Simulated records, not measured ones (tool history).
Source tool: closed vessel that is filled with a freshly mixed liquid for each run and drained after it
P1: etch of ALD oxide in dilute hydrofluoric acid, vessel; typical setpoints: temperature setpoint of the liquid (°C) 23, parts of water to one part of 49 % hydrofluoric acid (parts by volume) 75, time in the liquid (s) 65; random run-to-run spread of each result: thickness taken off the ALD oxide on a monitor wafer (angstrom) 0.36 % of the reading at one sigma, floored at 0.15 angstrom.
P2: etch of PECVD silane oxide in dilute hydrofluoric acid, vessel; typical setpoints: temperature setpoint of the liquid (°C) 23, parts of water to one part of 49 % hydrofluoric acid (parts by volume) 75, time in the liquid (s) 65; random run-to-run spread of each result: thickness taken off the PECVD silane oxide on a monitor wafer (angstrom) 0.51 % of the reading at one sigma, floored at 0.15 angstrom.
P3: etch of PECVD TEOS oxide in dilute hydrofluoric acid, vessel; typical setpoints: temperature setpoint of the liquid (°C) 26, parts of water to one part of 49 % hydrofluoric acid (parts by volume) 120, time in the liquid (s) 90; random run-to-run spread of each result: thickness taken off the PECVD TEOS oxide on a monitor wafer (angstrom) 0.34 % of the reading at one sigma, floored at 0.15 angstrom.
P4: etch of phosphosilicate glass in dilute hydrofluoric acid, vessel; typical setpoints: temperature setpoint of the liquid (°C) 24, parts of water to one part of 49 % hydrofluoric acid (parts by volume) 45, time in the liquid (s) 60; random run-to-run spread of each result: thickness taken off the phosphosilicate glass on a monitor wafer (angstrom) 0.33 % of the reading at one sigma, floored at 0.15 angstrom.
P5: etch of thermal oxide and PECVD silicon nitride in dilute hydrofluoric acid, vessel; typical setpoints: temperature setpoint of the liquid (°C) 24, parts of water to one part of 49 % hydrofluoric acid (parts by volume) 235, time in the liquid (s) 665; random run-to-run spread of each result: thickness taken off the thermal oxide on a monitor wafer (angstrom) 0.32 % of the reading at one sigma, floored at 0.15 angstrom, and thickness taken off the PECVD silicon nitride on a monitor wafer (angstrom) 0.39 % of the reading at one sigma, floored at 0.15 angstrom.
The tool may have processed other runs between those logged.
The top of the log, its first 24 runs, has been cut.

run   hour  process that ran  temperature setpoint of the liquid (°C)  parts of water to one part of 49 % hydrofluoric acid (parts by volume)  time in the liquid (s)  hours since the thermometer was replaced  hours since the hydrofluoric acid flow meter was replaced  thickness taken off the ALD oxide on a monitor wafer (angstrom)  thickness taken off the phosphosilicate glass on a monitor wafer (angstrom)  thickness taken off the PECVD silane oxide on a monitor wafer (angstrom)  thickness taken off the PECVD TEOS oxide on a monitor wafer (angstrom)  thickness taken off the thermal oxide on a monitor wafer (angstrom)  thickness taken off the PECVD silicon nitride on a monitor wafer (angstrom)
 25  277.1                P4                                       20                                                                      45                      60                                     125.3                                                      585.3                                                                                                                                        2291.1
 26  289.7                P2                                       23                                                                     130                      65                                     137.9                                                      597.9                                                                                                                                                                                                                  81.389
 27  299.9                P3                                       26                                                                     165                      90                                     148.1                                                      608.1                                                                                                                                                                                                                                                                                          58.862
 28  306.7                P2                                       23                                                                      75                      65                                     154.9                                                      614.9                                                                                                                                                                                                                  149.86
 29  319.6                P4                                       24                                                                      45                      30                                     167.8                                                      627.8                                                                                                                                        1356.2
 30  328.7                P5                                       24                                                                     235                     100                                     176.9                                                      636.9                                                                                                                                                                                                                                                                                                                                                               18.787                                                                       20.391
 31  339.6                P1                                       23                                                                      20                      65                                     187.8                                                      647.8                                                           630.09
 32  351.7                P1                                       23                                                                      75                      65                                     199.9                                                      659.9                                                           157.38
 33  359.4                P1                                       23                                                                      75                      65                                     207.6                                                      667.6                                                           152.31
 34  368.6                P1                                       23                                                                      75                      65                                     216.8                                                      676.8                                                           150.39
 35  376.9                P1                                       23                                                                      75                      65                                     225.1                                                      685.1                                                           147.92
 36  386.9                P1                                       23                                                                      75                      65                                     235.1                                                      695.1                                                           145.89
 37  394.1                P1                                       23                                                                      75                      65                                     242.3                                                      702.3                                                           146.17
 38  405.6                P1                                       23                                                                      75                      65                                     253.8                                                      713.8                                                           144.74
 39  412.8                P1                                       23                                                                      75                      65                                       261                                                        721                                                           144.44

For run 40, what comes out?
 40  427.6                P1                                       23                                                                      75                      65                                     275.8                                                      735.8                                                                ?

{"run 40": {"thickness taken off the ALD oxide on a monitor wafer (angstrom)": 143.66}}
